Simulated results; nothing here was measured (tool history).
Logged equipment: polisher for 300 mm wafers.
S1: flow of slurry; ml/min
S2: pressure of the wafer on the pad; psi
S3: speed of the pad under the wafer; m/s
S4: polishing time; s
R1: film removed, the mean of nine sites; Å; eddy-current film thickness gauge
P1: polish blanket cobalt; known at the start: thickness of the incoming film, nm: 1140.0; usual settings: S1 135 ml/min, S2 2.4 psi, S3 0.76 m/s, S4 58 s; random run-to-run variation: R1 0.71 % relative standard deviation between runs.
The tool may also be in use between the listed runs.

| run | hour | S1 | S2 | S3 | S4 | R1 |
|---|---|---|---|---|---|---|
| 1 | 16.4 | 135 | 2.4 | 0.76 | 58 | 2965.9 |
| 2 | 27.6 | 135 | 2.4 | 0.76 | 80 | 4012.2 |
| 3 | 40.8 | 85 | 3.4 | 0.76 | 58 | 3744.3 |
| 4 | 51.0 | 135 | 2.4 | 0.34 | 58 | 1306.5 |
| 5 | 61.0 | 135 | 2.4 | 0.76 | 58 | 2928.5 |
| 6 | 73.8 | 135 | 1.7 | 0.56 | 58 | 1538.4 |
| 7 | 83.4 | 135 | 2.4 | 0.76 | 31 | 1570.3 |
| 8 | 99.5 | 135 | 2.4 | 0.76 | 58 | 2944.6 |
| 9 | 110.3 | 135 | 2.4 | 0.76 | 58 | 2892.9 |
| 10 | 124.0 | 200 | 2.4 | 0.76 | 58 | 3141.6 |
| 11 | 134.2 | 135 | 3.7 | 0.76 | 58 | 4538.3 |
| 12 | 147.6 | 80 | 2.4 | 0.76 | 58 | 2576.9 |
| 13 | 156.8 | 80 | 2.9 | 0.76 | 58 | 3177.6 |
| 14 | 164.4 | 135 | 1.6 | 0.76 | 58 | 1966.6 |
| 15 | 176.0 | 135 | 2.4 | 0.76 | 58 | 2921.8 |
| 16 | 184.3 | 135 | 2.4 | 1.20 | 58 | 4631.9 |
| 17 | 200.1 | 135 | 2.4 | 0.76 | 58 | 2930.1 |
| 18 | 212.7 | 135 | 2.4 | 0.76 | 58 | 2902.7 |
| 19 | 223.4 | 135 | 2.4 | 0.76 | 58 | 2948.2 |
| 20 | 233.1 | 135 | 2.4 | 0.76 | 58 | 2854.4 |
| 21 | 246.3 | 135 | 2.4 | 0.76 | 58 | 2762.5 |
| 22 | 255.3 | 135 | 2.4 | 0.76 | 58 | 2707.2 |
|  | 258.4 | worn pad replaced by a new one |
| 23 | 263.4 | 135 | 2.4 | 0.76 | 58 | 2712.2 |
| 24 | 274.6 | 135 | 2.4 | 0.76 | 58 | 2688.0 |
| 25 | 281.8 | 135 | 2.4 | 0.76 | 58 | 2683.8 |
| 26 | 293.4 | 135 | 2.4 | 0.76 | 58 | 2647.9 |

Compared with where it was, what P1 gives has crept away. Each cause listed below fits the log as well as the rest, at the size given for it:
A: head's pressure below its setpoint, % = 9.23
B: slurry flow missing at the pad, % = 34.1
The gradual shift began around hour 223.4.
The rest of the possible causes, and what rules out each one:
removal rate lost through wear of the pad, %: serviced at hour 258.4, after the change had begun; the process did not return to its earlier output

Question marks stand in for the results of the 4 check runs listed below, each run on one wafer. Under which run would the listed causes show clearly different results?
| check 1 | 305.0 | 80 | 2.4 | 0.76 | 58 | ? |
| check 2 | 305.0 | 135 | 3.5 | 0.76 | 41 | ? |
| check 3 | 305.0 | 135 | 3.6 | 0.76 | 58 | ? |
| check 4 | 305.0 | 135 | 1.8 | 0.76 | 58 | ? |

Check results expected under each cause:
| check | result | if A | if B |
|---|---|---|---|
| check 1 | R1 | 2347.1 | 2222.3 |
| check 2 | R1 | 2749.1 | 2749.3 |
| check 3 | R1 | 4000.2 | 4000.3 |
| check 4 | R1 | 2000.1 | 2000.2 |
Gap, in per cent, between the two causes that each check separates least, read from the result that separates them most: check 1 5.46 %; check 2 0 %; check 3 0 %; check 4 0 %
Of the check runs offered, only check 1 discriminates between the causes; the rest would read about the same regardless of which cause applies.

Then check 1 was run and gave: R1 2347.0 Å. Which cause is it?

It is A: head's pressure below its setpoint, %.
